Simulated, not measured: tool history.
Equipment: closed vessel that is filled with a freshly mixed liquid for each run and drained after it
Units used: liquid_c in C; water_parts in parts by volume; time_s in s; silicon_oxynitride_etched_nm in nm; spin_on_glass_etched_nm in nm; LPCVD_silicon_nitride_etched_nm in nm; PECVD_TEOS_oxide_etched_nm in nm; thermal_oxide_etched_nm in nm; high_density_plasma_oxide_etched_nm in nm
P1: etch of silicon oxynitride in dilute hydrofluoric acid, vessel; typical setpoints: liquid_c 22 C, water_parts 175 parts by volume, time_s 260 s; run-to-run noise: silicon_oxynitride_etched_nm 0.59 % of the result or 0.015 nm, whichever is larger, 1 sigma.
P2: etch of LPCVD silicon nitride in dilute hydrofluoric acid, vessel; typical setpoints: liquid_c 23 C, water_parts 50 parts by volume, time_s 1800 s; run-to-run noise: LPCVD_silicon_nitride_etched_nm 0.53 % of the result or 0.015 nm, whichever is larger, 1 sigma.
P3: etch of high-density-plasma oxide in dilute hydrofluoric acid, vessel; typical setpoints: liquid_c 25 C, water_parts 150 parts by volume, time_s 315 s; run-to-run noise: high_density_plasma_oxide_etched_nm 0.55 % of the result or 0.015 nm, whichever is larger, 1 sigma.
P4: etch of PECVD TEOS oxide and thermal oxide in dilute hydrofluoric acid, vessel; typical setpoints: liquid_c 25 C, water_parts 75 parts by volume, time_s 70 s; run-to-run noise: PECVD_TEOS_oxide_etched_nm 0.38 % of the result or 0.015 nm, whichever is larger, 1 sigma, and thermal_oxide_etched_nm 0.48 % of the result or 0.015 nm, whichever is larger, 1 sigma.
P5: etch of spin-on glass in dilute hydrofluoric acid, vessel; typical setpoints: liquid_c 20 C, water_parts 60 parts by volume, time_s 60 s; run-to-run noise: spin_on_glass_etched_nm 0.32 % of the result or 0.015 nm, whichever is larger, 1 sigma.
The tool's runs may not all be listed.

run   hour  process  liquid_c  water_parts  time_s  silicon_oxynitride_etched_nm  spin_on_glass_etched_nm  LPCVD_silicon_nitride_etched_nm  PECVD_TEOS_oxide_etched_nm  thermal_oxide_etched_nm  high_density_plasma_oxide_etched_nm
  1   11.6       P1        22          175     260                        4.0635
  2   22.4       P5        20           60      30                                                 22.085
  3   34.5       P1        22          175     260                        4.0306
  4   47.5       P1        22           80     260                        9.7471
  5   60.2       P2        23           50     870                                                                                  7.1423
  6   69.7       P4        25           75      70                                                                                                               25.44                   4.4597
  7   83.2       P1        27          175     260                        5.1229
  8   92.9       P2        23           50    1800                                                                                  14.707
  9    101       P1        22          175     260                        4.0466
 10  116.3       P4        25           45      70                                                                                                               44.06                   7.8074
 11  128.9       P1        28          175     375                         7.765
 12  140.2       P1        22          175     260                        4.0551
 13  148.3       P1        22          175     260                        4.0609
 14  156.1       P3        25          150     315                                                                                                                                                                            13.337
 15  162.9       P4        25           75      70                                                                                                              25.351                   4.4429
 16  175.3       P5        20           25      60                                                 109.87
 17    187       P3        25          150     315                                                                                                                                                                            13.355
 18    199       P1        22          175     260                         4.084
 19  213.5       P3      20.5          150     315                                                                                                                                                                            11.055
 20  228.5       P5        20           60      60                                                 44.514
 21  242.1       P4        18           75      70                                                                                                              19.092                   3.3465
 22  255.7       P1        17          175     260                        3.2479
 23  268.9       P5        17           60      60                                                 38.958
 24  283.2       P1        22          175      50                       0.79321
 25  290.3       P1        22          175     475                        7.4704
 26    305       P1        22          175     260                        4.0893
 27  315.3       P2        27           50    1800                                                                                  19.131
 28  326.1       P1        22          270     260                        2.5027
 29  338.2       P2        23           20    1800                                                                                  35.487
 30  344.9       P4        25           75     115                                                                                                              41.666                    7.288
 31  357.5       P3        25           75     315                                                                                                                                                                             29.04
 32  364.9       P3        25          150     585                                                                                                                                                                            24.653
 33  371.5       P1        22          175     260                        4.1042
 34  385.7       P1        22          175     260                        4.3246
 35    393       P1        22          175     260                        4.3066
 36    405       P1        22          175     260                        4.4688
 37  417.4       P1        22          175     260                         4.499
 38  432.3       P1        22          175     260                        4.5115
 39  447.6       P1        22          175     260                        4.5541
 40  460.6       P1        22          175     260                        4.5377

P1 no longer gives what it gave before; its output has crept away from where it was. The following 2 causes, each at its listed size, fit the log equally well:
A: liquid hotter than its thermometer reads (K) = 2.43
B: hydrofluoric acid flow above the setpoint (%) = 10.4
The drift started at roughly hour 371.5.

The check runs listed below each take one wafer, and their results are still question marks. Under which run would the listed causes lead to clearly different results?
check 1  473.6       P5        20           40      60                                                      ?
check 2  473.6       P2        23           20    1800                                                                                       ?
check 3  473.6       P3      20.5           85     315                                                                                                                                                                                 ?
check 4  473.6       P4      21.5           75     110                                                                                                                   ?                        ?

Predicted outcomes, by check and by cause:
  check                               result    if A    if B
check 1              spin_on_glass_etched_nm  75.441  75.483
check 2      LPCVD_silicon_nitride_etched_nm  42.092  39.143
check 3  high_density_plasma_oxide_etched_nm   23.38  23.591
check 4           PECVD_TEOS_oxide_etched_nm  38.284  38.607
check 4              thermal_oxide_etched_nm  6.7117  6.7683
How far apart the two closest causes lie, in the result that separates them most: check 1 0.06 %; check 2 7.26 %; check 3 0.9 %; check 4 0.84 %
The causes can be told apart only by check 2. The other checks would give nearly the same results under each of them.

Here is what check 2 returned: LPCVD_silicon_nitride_etched_nm 42.136 nm. Which cause is it?

A is the cause: liquid hotter than its thermometer reads (K).

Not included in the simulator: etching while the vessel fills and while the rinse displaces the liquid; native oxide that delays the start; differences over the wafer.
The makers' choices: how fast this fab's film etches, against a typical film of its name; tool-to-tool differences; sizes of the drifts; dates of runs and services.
